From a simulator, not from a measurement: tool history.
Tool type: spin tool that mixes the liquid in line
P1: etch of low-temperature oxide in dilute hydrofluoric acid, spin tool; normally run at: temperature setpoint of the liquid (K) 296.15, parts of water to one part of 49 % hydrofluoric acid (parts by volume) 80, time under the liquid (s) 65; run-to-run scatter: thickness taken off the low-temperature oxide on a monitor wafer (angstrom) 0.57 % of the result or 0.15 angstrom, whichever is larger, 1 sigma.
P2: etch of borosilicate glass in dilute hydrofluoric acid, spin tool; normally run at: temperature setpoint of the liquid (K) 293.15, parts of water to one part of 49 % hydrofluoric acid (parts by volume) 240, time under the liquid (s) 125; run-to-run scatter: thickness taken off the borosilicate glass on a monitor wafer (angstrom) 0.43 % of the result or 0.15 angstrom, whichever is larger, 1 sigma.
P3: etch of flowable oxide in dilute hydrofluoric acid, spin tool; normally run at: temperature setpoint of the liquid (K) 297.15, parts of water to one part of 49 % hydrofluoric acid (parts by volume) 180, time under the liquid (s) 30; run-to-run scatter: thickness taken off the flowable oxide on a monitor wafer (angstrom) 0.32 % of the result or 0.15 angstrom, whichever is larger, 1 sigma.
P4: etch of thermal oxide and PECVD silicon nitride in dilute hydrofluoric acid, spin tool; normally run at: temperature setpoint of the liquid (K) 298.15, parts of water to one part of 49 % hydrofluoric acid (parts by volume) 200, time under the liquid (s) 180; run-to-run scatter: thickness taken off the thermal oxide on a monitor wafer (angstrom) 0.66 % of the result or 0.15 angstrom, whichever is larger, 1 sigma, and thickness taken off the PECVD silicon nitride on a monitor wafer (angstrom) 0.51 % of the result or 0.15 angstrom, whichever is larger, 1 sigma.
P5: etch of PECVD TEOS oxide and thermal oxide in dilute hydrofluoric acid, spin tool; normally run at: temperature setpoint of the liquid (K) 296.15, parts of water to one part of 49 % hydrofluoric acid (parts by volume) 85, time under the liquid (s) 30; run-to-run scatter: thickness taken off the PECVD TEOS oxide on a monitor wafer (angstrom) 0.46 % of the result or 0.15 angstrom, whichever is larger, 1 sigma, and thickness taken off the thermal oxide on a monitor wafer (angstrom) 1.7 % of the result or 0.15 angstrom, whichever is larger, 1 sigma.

run     day  process that ran  temperature setpoint of the liquid (K)  parts of water to one part of 49 % hydrofluoric acid (parts by volume)  time under the liquid (s)  thickness taken off the low-temperature oxide on a monitor wafer (angstrom)  thickness taken off the flowable oxide on a monitor wafer (angstrom)  thickness taken off the PECVD TEOS oxide on a monitor wafer (angstrom)  thickness taken off the thermal oxide on a monitor wafer (angstrom)  thickness taken off the borosilicate glass on a monitor wafer (angstrom)  thickness taken off the PECVD silicon nitride on a monitor wafer (angstrom)
  1   0.396                P1                                  296.15                                                                      80                         65                                                                      131.930
  2   0.683                P3                                  297.15                                                                     180                         30                                                                                                                                              83.40
  3   1.017                P5                                  296.15                                                                      85                         30                                                                                                                                                                                                                     54.199                                                              16.5490
  4   1.338                P1                                  296.15                                                                      80                        100                                                                      203.840
  5   1.708                P2                                  293.15                                                                      40                        125                                                                                                                                                                                                                                                                                                                                                                  1104.400
  6   2.025                P1                                  296.15                                                                     115                        100                                                                      135.320
  7   2.312                P5                                  296.15                                                                      85                         15                                                                                                                                                                                                                     27.070                                                               7.7387
  8   2.583                P4                                  298.15                                                                     315                        180                                                                                                                                                                                                                                                                                         21.8860                                                                                                                                                31.8360
  9   2.900                P2                                  293.15                                                                     240                         45                                                                                                                                                                                                                                                                                                                                                                    53.203
 10   3.158                P5                                  291.65                                                                      85                         30                                                                                                                                                                                                                     44.717                                                              13.0820
 11   3.521                P1                                  291.65                                                                      80                         65                                                                      110.270
 12   3.967                P1                                  296.15                                                                      80                         15                                                                       30.684
 13   4.312                P4                                  298.15                                                                     200                        180                                                                                                                                                                                                                                                                                         39.2680                                                                                                                                                50.3810
 14   4.667                P1                                  296.15                                                                      25                         65                                                                      457.520
 15   5.012                P2                                  293.15                                                                     240                        125                                                                                                                                                                                                                                                                                                                                                                   147.550
 16   5.433                P1                                  296.15                                                                     140                         30                                                                       32.028
 17   5.704                P1                                  296.15                                                                      80                         65                                                                      132.640
 18   6.025                P2                                  300.15                                                                     240                        125                                                                                                                                                                                                                                                                                                                                                                   190.130
 19   6.362                P4                                  298.15                                                                     200                         15                                                                                                                                                                                                                                                                                          3.4142                                                                                                                                                 4.1522
 20   6.642                P1                                  296.15                                                                      80                         65                                                                      131.680
 21   6.850                P3                                  297.15                                                                      30                         30                                                                                                                                             600.25
 22   7.254                P5                                  296.15                                                                      30                         30                                                                                                                                                                                                                    164.640                                                              47.9200
 23   7.554                P1                                  296.15                                                                      80                         65                                                                      133.120
 24   7.783                P3                                  304.65                                                                     180                         30                                                                                                                                             108.90
 25   8.142                P4                                  306.15                                                                     200                        180                                                                                                                                                                                                                                                                                         52.0220                                                                                                                                                80.8740
 26   8.575                P4                                  298.15                                                                     200                        180                                                                                                                                                                                                                                                                                         39.6160                                                                                                                                                49.9330
 27   8.962                P2                                  293.15                                                                     240                        125                                                                                                                                                                                                                                                                                                                                                                   146.310
 28   9.325                P3                                  297.15                                                                     180                         50                                                                                                                                             138.57
 29   9.625                P1                                  296.15                                                                      80                         65                                                                      133.000
 30   9.908                P1                                  296.15                                                                      80                         65                                                                      131.190
 31  10.288                P1                                  292.15                                                                      80                         35                                                                       60.823
 32  10.571                P1                                  296.15                                                                      80                         65                                                                      133.450
 33  10.883                P1                                  302.15                                                                      80                         65                                                                      165.860
 34  11.233                P1                                  296.15                                                                     120                         65                                                                       84.421
 35  11.479                P1                                  296.15                                                                      80                         65                                                                      131.770
 36  11.771                P1                                  296.15                                                                      80                         65                                                                      128.900
 37  12.175                P1                                  296.15                                                                      80                         65                                                                      125.380
 38  12.425                P1                                  296.15                                                                      80                         65                                                                      123.580
 39  12.683                P1                                  296.15                                                                      80                         65                                                                      123.220
 40  13.096                P1                                  296.15                                                                      80                         65                                                                      122.000
 41  13.438                P1                                  296.15                                                                      80                         65                                                                      120.280
 42  13.675                P1                                  296.15                                                                      80                         65                                                                      121.950
 43  14.008                P1                                  296.15                                                                      80                         65                                                                      119.760

Predict the results of run 44:
 44  14.433                P1                                  296.15                                                                      80                         65                                                                            ?

{"run 44": {"thickness taken off the low-temperature oxide on a monitor wafer (angstrom)": 121.05}}
